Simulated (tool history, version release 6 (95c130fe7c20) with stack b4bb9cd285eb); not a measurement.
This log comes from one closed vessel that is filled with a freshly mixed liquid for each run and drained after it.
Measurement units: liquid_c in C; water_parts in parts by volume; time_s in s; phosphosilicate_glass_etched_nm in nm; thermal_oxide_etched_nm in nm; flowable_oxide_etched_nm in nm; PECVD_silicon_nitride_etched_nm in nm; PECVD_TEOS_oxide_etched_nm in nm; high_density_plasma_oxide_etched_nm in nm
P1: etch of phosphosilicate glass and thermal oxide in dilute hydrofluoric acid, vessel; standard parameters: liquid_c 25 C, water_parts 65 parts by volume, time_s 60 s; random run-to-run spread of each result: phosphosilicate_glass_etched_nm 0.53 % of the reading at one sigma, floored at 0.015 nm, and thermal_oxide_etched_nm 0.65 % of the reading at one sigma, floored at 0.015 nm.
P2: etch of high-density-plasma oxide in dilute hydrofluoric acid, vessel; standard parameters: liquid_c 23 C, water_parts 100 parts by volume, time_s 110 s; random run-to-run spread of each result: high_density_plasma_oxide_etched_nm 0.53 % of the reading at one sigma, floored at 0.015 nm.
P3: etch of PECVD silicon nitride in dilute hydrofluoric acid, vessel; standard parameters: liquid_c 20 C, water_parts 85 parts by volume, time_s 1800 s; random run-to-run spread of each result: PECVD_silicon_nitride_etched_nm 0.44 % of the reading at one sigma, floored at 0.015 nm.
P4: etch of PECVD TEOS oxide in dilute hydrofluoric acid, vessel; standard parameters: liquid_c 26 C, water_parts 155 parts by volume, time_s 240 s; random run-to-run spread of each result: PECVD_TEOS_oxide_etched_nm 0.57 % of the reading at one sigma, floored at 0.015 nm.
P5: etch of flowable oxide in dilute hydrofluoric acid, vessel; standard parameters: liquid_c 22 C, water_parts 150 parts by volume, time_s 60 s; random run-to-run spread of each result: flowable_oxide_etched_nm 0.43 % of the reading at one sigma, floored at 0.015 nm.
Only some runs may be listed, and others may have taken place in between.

run     day  process  liquid_c  water_parts  time_s  phosphosilicate_glass_etched_nm  thermal_oxide_etched_nm  flowable_oxide_etched_nm  PECVD_silicon_nitride_etched_nm  PECVD_TEOS_oxide_etched_nm  high_density_plasma_oxide_etched_nm
  1   0.708       P1        25           65      60                            104.2                   4.6918
  2   1.117       P1        25           65     105                           183.47                   8.2326
  3   1.733       P5        22          150     105                                                                              27.349
  4   2.379       P3        20           40    1800                                                                                                               58.225
  5     3.1       P5        17          150      60                                                                              12.791
  6   3.675       P1        32           65      30                           68.612                   3.1067
  7   4.354       P4        26          155     240                                                                                                                                           28.694
  8   4.875       P1        25           65      60                           104.72                   4.7234
  9   5.492       P5        22          275      60                                                                              7.5204
 10   6.004       P1        25          105      60                           61.159                   2.7396
 11   6.454       P2        23          100     110                                                                                                                                                                                5.1197
 12   7.062       P3        20           85    1800                                                                                                               27.927
 13   7.533       P1        18           85      60                           57.838                   2.6413
      7.821  -- thermometer replaced
 14   8.158       P3        20           85    3585                                                                                                                55.21
 15   8.662       P1        25           65      60                           104.49                   4.7093
 16   9.162       P3        24           85    1800                                                                                                               36.742
 17   9.575       P4        26          155      30                                                                                                                                           3.5828
 18   9.996       P4      20.5          155     240                                                                                                                                           23.066
 19  10.612       P1      17.5           65      35                           44.217                   2.0312
 20  11.304       P1        25           65      60                           103.45                   4.6883
 21   12.05       P1        25           35      60                           200.53                   9.0225

What will run 22 give?
 22  12.658       P1        20           65      60                                ?                        ?

phosphosilicate_glass_etched_nm: 84.056 nm
thermal_oxide_etched_nm: 3.8927 nm
